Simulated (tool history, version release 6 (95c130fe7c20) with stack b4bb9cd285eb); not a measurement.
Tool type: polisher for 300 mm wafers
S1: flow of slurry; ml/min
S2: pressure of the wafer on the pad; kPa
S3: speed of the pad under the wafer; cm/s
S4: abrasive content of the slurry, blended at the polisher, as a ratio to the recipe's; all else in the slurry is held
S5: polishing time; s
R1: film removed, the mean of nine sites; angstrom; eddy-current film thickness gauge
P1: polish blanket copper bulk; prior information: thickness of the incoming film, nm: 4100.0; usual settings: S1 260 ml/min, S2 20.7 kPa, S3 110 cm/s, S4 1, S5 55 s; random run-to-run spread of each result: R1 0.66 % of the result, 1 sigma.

run 1 hour=3.8 | S1=260 S2=20.7 S3=110 S4=1 S5=55 | R1=4716.8
run 2 hour=7.7 | S1=260 S2=20.7 S3=140 S4=1 S5=55 | R1=6027.3
run 3 hour=13.8 | S1=260 S2=20.7 S3=162 S4=0.65 S5=55 | R1=6413.1
run 4 hour=19 | S1=395 S2=20.7 S3=72 S4=1 S5=55 | R1=3212.2
run 5 hour=23.2 | S1=155 S2=20.7 S3=110 S4=1 S5=55 | R1=4451.2
run 6 hour=26.4 | S1=260 S2=20.7 S3=110 S4=1 S5=55 | R1=4767
run 7 hour=31.6 | S1=260 S2=13.8 S3=110 S4=1.2 S5=55 | R1=3298.3
run 8 hour=35.6 | S1=260 S2=12.4 S3=110 S4=1 S5=55 | R1=2857.7
-- hour=38.8 slurry blender recalibrated
run 9 hour=42.6 | S1=260 S2=31 S3=110 S4=1 S5=55 | R1=7185.2
run 10 hour=49 | S1=260 S2=20.7 S3=64 S4=1 S5=55 | R1=2764.8
run 11 hour=53.9 | S1=260 S2=20.7 S3=110 S4=1.3 S5=55 | R1=5061.6
run 12 hour=57.7 | S1=260 S2=20.7 S3=110 S4=1 S5=35 | R1=3012.8
run 13 hour=60.8 | S1=260 S2=20.7 S3=110 S4=1 S5=55 | R1=4729.5
run 14 hour=64.6 | S1=260 S2=20.7 S3=110 S4=0.65 S5=55 | R1=4335
run 15 hour=68.5 | S1=260 S2=20.7 S3=110 S4=1 S5=71 | R1=6211.8
run 16 hour=71.8 | S1=260 S2=20.7 S3=110 S4=1 S5=55 | R1=4789.6
run 17 hour=77 | S1=395 S2=20.7 S3=110 S4=1 S5=55 | R1=4887.6
run 18 hour=82.1 | S1=260 S2=20.7 S3=110 S4=1 S5=55 | R1=4736.7
run 19 hour=88.5 | S1=260 S2=20.7 S3=110 S4=1 S5=55 | R1=4636.6
run 20 hour=91.8 | S1=260 S2=20.7 S3=110 S4=1 S5=55 | R1=4588.3
-- hour=95 slurry blender recalibrated
run 21 hour=95.3 | S1=260 S2=20.7 S3=110 S4=1 S5=55 | R1=4536.1
run 22 hour=100.6 | S1=260 S2=20.7 S3=110 S4=1 S5=55 | R1=4542.9
run 23 hour=104 | S1=260 S2=20.7 S3=110 S4=1 S5=55 | R1=4543
-- hour=107.2 worn pad replaced by a new one
run 24 hour=109.1 | S1=260 S2=20.7 S3=110 S4=1 S5=55 | R1=4519.9
run 25 hour=112.3 | S1=260 S2=20.7 S3=110 S4=1 S5=55 | R1=4547.3
run 26 hour=118.7 | S1=260 S2=20.7 S3=110 S4=1 S5=55 | R1=4527.4

What P1 gives has crept away from where it was. These 2 causes fit the log equally well, each at the size given:
A: slurry flow missing at the pad, % = 35.3
B: head's pressure below its setpoint, % = 5.41
At approximately hour 82.1, the process output began to creep.
Ruled out, with reasons:
removal rate lost through wear of the pad, %: its service at hour 107.2 followed the start of the drift and did not put the process back to its old value
abrasive missing from the slurry, %: its service at hour 95 followed the start of the drift and did not put the process back to its old value

Of the 4 check runs below, each run on 2 wafers with the results averaged and each result still a question mark, which one would tell the listed causes apart?
run check 1 hour=125.1 | S1=260 S2=31 S3=110 S4=1 S5=43 | R1=?
run check 2 hour=125.1 | S1=155 S2=16.5 S3=110 S4=1 S5=55 | R1=?
run check 3 hour=125.1 | S1=260 S2=15.2 S3=110 S4=1.25 S5=55 | R1=?
run check 4 hour=125.1 | S1=260 S2=20.7 S3=134 S4=1 S5=55 | R1=?

What each check would give under each cause:
check=check_1 result=R1 if_A=5280.5 if_B=5280.3
check=check_2 result=R1 if_A=3249.9 if_B=3362.5
check=check_3 result=R1 if_A=3465.9 if_B=3465.8
check=check_4 result=R1 if_A=5485.2 if_B=5485
Gap, in per cent, between the two causes that each check separates least, read from the result that separates them most: check 1 0 %; check 2 3.41 %; check 3 0 %; check 4 0 %
Check 2 distinguishes between the causes, while the remaining checks would return nearly the same result for all of them.

Check 2 has now been run. It gave: R1 3347.9 angstrom. Which of the candidate causes is it?

It is B: head's pressure below its setpoint, %.

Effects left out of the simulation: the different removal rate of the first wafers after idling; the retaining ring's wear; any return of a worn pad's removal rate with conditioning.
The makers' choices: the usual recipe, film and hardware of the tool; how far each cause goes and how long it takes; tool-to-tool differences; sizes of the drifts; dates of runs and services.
